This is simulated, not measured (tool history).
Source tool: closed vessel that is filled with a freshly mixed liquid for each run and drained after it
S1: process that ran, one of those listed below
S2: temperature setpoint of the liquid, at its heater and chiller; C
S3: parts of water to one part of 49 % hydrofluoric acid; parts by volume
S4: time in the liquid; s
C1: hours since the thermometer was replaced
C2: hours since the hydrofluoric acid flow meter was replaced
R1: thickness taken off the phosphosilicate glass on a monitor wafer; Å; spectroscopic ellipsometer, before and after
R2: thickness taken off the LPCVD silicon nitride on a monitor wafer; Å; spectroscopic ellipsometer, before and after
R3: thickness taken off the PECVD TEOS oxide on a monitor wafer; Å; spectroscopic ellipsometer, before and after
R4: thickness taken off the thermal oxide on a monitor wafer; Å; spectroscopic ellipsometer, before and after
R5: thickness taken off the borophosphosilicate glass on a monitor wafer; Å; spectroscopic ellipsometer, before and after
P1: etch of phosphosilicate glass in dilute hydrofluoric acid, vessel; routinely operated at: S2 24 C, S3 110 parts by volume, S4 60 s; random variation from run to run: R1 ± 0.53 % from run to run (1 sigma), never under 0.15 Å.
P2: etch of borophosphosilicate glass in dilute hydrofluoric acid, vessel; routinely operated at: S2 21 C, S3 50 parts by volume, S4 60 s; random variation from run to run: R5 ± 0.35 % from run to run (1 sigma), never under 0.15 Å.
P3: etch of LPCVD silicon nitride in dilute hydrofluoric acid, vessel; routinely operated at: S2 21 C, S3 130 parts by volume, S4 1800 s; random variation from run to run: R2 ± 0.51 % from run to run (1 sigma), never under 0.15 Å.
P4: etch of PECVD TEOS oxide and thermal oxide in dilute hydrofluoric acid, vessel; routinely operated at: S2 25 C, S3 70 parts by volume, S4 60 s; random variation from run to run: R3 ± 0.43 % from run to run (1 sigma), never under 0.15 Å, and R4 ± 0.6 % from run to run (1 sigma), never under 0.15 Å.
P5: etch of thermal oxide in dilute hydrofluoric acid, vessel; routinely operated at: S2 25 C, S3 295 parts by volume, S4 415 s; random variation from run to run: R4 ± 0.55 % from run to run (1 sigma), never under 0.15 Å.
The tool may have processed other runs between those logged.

run,hour,S1,S2,S3,S4,C1,C2,R1,R2,R3,R4,R5
1,2.9,P1,24,110,60,167.7,228.3,925.62,,,,
2,5.1,P3,21,130,1800,169.9,230.5,,54.095,,,
3,7.5,P4,25,70,60,172.3,232.9,,,79.055,43.073,
4,10.2,P1,24,110,30,175,235.6,460.09,,,,
5,14,P1,24,185,60,178.8,239.4,502.93,,,,
6,16.8,P1,30.5,110,30,181.6,242.2,590.99,,,,
7,20.3,P2,21,25,60,185.1,245.7,,,,,1450.8
8,24.7,P1,19,110,30,189.5,250.1,377.01,,,,
9,28.5,P3,21,230,1800,193.3,253.9,,31.267,,,
10,32.8,P1,24,110,60,197.6,258.2,918.61,,,,
11,37.2,P1,24,110,60,202,262.6,921.41,,,,
12,39.2,P4,25,20,60,204,264.6,,,296.38,161.08,
13,41.6,P1,24,110,60,206.4,267,928.02,,,,
# hour 42.8: hydrofluoric acid flow meter replaced
14,45.1,P1,17.5,110,60,209.9,2.3,705.52,,,,
15,48.9,P2,21,50,35,213.7,6.1,,,,,410.93
16,52.9,P3,26.5,130,1800,217.7,10.1,,77.203,,,
17,57.2,P4,25,70,30,222,14.4,,,39.559,21.296,
18,61.3,P1,24,110,60,226.1,18.5,921.29,,,,
19,63.8,P5,25,295,415,228.6,21,,,,54.745,
20,66.2,P2,21,50,60,231,23.4,,,,,706.29
21,68.6,P4,25,70,60,233.4,25.8,,,79.17,42.982,
22,71.8,P5,25,295,760,236.6,29,,,,100.72,
23,74.4,P5,25,295,415,239.2,31.6,,,,54.735,
24,77.2,P1,24,110,60,242,34.4,918.77,,,,
25,79.3,P1,24,110,100,244.1,36.5,1525.2,,,,
26,81.3,P4,18.5,70,60,246.1,38.5,,,60.439,32.92,
27,83.8,P2,28,50,60,248.6,41,,,,,942.13
28,88.1,P3,21,130,3345,252.9,45.3,,101.13,,,
29,92,P5,17,295,415,256.8,49.2,,,,41.007,
30,95.1,P1,31.5,110,60,259.9,52.3,1226.5,,,,
31,97.1,P1,24,45,30,261.9,54.3,1231.5,,,,
32,99.9,P5,25,445,415,264.7,57.1,,,,32.052,
33,102.1,P3,21,130,1800,266.9,59.3,,54.227,,,

Run 34 has not been measured yet. What should we expect?
34,105.2,P1,24,30,60,270,62.4,?,,,,

For run 34 the tool returned R1 3763.4 Å.
